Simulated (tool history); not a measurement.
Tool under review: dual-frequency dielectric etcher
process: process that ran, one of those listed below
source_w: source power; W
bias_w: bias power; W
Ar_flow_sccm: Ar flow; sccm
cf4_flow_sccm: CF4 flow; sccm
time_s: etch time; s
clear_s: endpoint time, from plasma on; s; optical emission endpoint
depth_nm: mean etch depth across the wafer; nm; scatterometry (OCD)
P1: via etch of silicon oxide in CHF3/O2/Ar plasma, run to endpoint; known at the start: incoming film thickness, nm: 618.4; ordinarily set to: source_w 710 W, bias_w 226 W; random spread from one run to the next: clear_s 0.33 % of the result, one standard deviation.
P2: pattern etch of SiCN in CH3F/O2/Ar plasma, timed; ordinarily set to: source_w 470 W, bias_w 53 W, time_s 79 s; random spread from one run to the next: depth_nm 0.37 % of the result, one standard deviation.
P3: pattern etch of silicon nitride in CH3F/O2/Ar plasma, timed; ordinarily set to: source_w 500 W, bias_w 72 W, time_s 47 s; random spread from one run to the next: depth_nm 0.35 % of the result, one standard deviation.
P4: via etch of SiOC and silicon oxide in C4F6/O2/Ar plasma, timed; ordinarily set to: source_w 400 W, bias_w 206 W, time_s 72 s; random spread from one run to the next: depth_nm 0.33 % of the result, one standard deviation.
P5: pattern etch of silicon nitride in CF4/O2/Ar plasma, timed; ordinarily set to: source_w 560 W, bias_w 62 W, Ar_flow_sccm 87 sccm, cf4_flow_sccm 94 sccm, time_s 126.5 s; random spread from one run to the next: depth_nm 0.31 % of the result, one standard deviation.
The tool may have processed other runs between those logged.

| run | hour | process | source_w | bias_w | Ar_flow_sccm | cf4_flow_sccm | time_s | hours since the last wet clean | hours since the last source power generator calibration | hours since the last bias power generator calibration | clear_s | depth_nm |
|---|---|---|---|---|---|---|---|---|---|---|---|---|
| 1 | 4.3 | P1 | 710 | 226 |  |  |  | 106.7 | 1757.4 | 721.8 | 277.69 |  |
| 2 | 7 | P5 | 560 | 62 | 87 | 94 | 126.5 | 109.4 | 1760.1 | 724.5 |  | 296.42 |
| 3 | 11.3 | P5 | 560 | 62 | 51 | 94 | 126.5 | 113.7 | 1764.4 | 728.8 |  | 311.19 |
| 4 | 13.7 | P1 | 710 | 277 |  |  |  | 116.1 | 1766.8 | 731.2 | 258.8 |  |
| 5 | 16.2 | P4 | 400 | 206 |  |  | 72 | 118.6 | 1769.3 | 733.7 |  | 83.988 |
| 6 | 18.3 | P1 | 580 | 294 |  |  |  | 120.7 | 1771.4 | 735.8 | 272.89 |  |
| 7 | 22.3 | P4 | 400 | 165 |  |  | 72 | 124.7 | 1775.4 | 739.8 |  | 78.412 |
| 8 | 24.6 | P2 | 470 | 53 |  |  | 79 | 127 | 1777.7 | 742.1 |  | 28.63 |
| 9 | 28.3 | P4 | 400 | 206 |  |  | 72 | 130.7 | 1781.4 | 745.8 |  | 83.87 |
| 10 | 32.5 | P1 | 880 | 226 |  |  |  | 134.9 | 1785.6 | 750 | 256.25 |  |
| 11 | 36 | P1 | 710 | 226 |  |  |  | 138.4 | 1789.1 | 753.5 | 279.56 |  |
| 12 | 38.4 | P1 | 710 | 226 |  |  |  | 140.8 | 1791.5 | 755.9 | 277.33 |  |
| 13 | 41.6 | P2 | 310 | 53 |  |  | 79 | 144 | 1794.7 | 759.1 |  | 24.253 |
| 14 | 45 | P1 | 540 | 226 |  |  |  | 147.4 | 1798.1 | 762.5 | 306.4 |  |
| 15 | 48.4 | P1 | 710 | 143 |  |  |  | 150.8 | 1801.5 | 765.9 | 323.16 |  |
| 16 | 53.1 | P5 | 560 | 82 | 87 | 94 | 126.5 | 155.5 | 1806.2 | 770.6 |  | 328.76 |
| 17 | 55.5 | P5 | 560 | 62 | 87 | 133 | 126.5 | 157.9 | 1808.6 | 773 |  | 308.74 |
| 18 | 58.2 | P3 | 350 | 72 |  |  | 47 | 160.6 | 1811.3 | 775.7 |  | 32.658 |
|  | 59 | wet clean of the chamber |
| 19 | 61.9 | P1 | 710 | 226 |  |  |  | 3 | 1815 | 779.4 | 277.94 |  |
| 20 | 65 | P1 | 710 | 226 |  |  |  | 6.1 | 1818.1 | 782.5 | 278.76 |  |
| 21 | 67.4 | P4 | 310 | 206 |  |  | 72 | 8.5 | 1820.5 | 784.9 |  | 76.07 |
| 22 | 69.6 | P5 | 560 | 62 | 87 | 94 | 126.5 | 10.7 | 1822.7 | 787.1 |  | 296.39 |
| 23 | 73.3 | P1 | 710 | 226 |  |  |  | 14.4 | 1826.4 | 790.8 | 277.47 |  |
| 24 | 76 | P1 | 940 | 169 |  |  |  | 17.1 | 1829.1 | 793.5 | 276.48 |  |
| 25 | 78.6 | P4 | 400 | 206 |  |  | 107 | 19.7 | 1831.7 | 796.1 |  | 124.92 |
| 26 | 81.2 | P5 | 360 | 62 | 87 | 94 | 126.5 | 22.3 | 1834.3 | 798.7 |  | 201.09 |
| 27 | 84.6 | P2 | 470 | 53 |  |  | 43.5 | 25.7 | 1837.7 | 802.1 |  | 15.713 |
| 28 | 88.9 | P1 | 590 | 270 |  |  |  | 30 | 1842 | 806.4 | 279.65 |  |
| 29 | 92.3 | P2 | 470 | 53 |  |  | 79 | 33.4 | 1845.4 | 809.8 |  | 28.541 |
| 30 | 95.5 | P3 | 500 | 42 |  |  | 47 | 36.6 | 1848.6 | 813 |  | 31.278 |
| 31 | 98.1 | P3 | 500 | 72 |  |  | 47 | 39.2 | 1851.2 | 815.6 |  | 37.304 |
| 32 | 100.9 | P5 | 560 | 62 | 87 | 94 | 72 | 42 | 1854 | 818.4 |  | 168.88 |
| 33 | 103.1 | P1 | 710 | 226 |  |  |  | 44.2 | 1856.2 | 820.6 | 276.4 |  |
| 34 | 107.7 | P3 | 500 | 72 |  |  | 33 | 48.8 | 1860.8 | 825.2 |  | 26.114 |
| 35 | 111.1 | P2 | 470 | 70 |  |  | 79 | 52.2 | 1864.2 | 828.6 |  | 31.396 |
| 36 | 113.7 | P1 | 710 | 226 |  |  |  | 54.8 | 1866.8 | 831.2 | 277.29 |  |

What does the tool deliver on the next run?
| 37 | 118.1 | P1 | 710 | 226 |  |  |  | 59.2 | 1871.2 | 835.6 | ? |  |

Run 37 came out at clear_s 274.31 s.

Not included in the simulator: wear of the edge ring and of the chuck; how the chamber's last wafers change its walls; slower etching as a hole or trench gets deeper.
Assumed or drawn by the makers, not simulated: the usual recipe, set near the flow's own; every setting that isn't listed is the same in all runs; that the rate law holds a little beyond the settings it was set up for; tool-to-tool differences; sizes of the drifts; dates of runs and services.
